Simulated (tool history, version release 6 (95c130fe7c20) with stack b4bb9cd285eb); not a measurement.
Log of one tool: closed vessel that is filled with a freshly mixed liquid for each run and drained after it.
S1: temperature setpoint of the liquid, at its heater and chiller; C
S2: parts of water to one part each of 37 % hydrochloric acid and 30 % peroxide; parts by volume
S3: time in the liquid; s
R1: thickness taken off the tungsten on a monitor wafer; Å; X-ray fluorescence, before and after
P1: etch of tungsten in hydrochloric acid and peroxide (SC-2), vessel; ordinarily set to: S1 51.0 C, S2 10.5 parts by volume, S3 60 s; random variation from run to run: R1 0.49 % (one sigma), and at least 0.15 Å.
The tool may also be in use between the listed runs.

run,hour,S1,S2,S3,R1
1,8.4,51.0,10.5,60,119.660
2,14.3,51.0,10.5,60,119.260
3,23.4,51.0,10.5,30,59.816
# hour 30.3: new drum of peroxide connected
4,31.2,51.0,10.5,60,118.340
5,39.8,60.0,10.5,60,212.300
6,47.6,43.0,10.5,60,69.370
7,55.9,51.0,10.5,60,119.300
8,63.9,51.0,10.5,60,119.830
9,72.7,38.5,10.5,115,96.870
10,76.8,51.0,10.5,60,118.290
11,84.5,51.0,18.5,60,73.077
12,92.8,51.0,10.5,115,227.860
13,97.8,51.0,4.0,60,246.520
14,106.0,51.0,10.5,60,118.700
15,113.6,51.0,10.5,60,119.060
16,119.8,51.0,10.5,60,123.600
17,127.6,51.0,10.5,60,127.480
18,136.1,51.0,10.5,60,128.240
19,143.6,51.0,10.5,60,130.200
20,148.5,51.0,10.5,60,129.770
21,155.4,51.0,10.5,60,130.580
22,163.9,51.0,10.5,60,131.260
23,170.0,51.0,10.5,60,130.880
24,176.2,51.0,10.5,60,129.730

P1 no longer gives what it gave before; its output has crept away from where it was. The following 2 causes, each at its listed size, fit the log equally well:
A: chemicals flow above the setpoint (%) = 11.7
B: liquid hotter than its thermometer reads (K) = 1.4
Onset of the creep was near hour 113.6.
All other causes, with the reason each is excluded:
peroxide weaker than its label (%): cannot exceed 8; that much would move R1 by -7.4 %, which falls short of the creep or goes against it

4 check runs are offered, each on 3 wafers whose results are averaged, their results left as question marks. Which one tells the causes apart?
check 1,182.4,51.0,18.0,30,?
check 2,182.4,51.0,18.0,60,?
check 3,182.4,44.0,4.0,60,?
check 4,182.4,51.0,18.5,30,?

If the cause were each of the candidates in turn, the checks would give the following:
check,result,if A,if B
check 1,R1,41.176,40.904
check 2,R1,82.352,81.809
check 3,R1,166.380,170.440
check 4,R1,40.184,39.907
Gap, in per cent, between the two causes that each check separates least, read from the result that separates them most: check 1 0.66 %; check 2 0.66 %; check 3 2.41 %; check 4 0.69 %
Of the check runs offered, only check 3 discriminates between the causes; the rest would read about the same regardless of which cause applies.

Then check 3 was run and gave: R1 166.520 Å. Which cause is it?

Of the candidate causes, it is A: chemicals flow above the setpoint (%).

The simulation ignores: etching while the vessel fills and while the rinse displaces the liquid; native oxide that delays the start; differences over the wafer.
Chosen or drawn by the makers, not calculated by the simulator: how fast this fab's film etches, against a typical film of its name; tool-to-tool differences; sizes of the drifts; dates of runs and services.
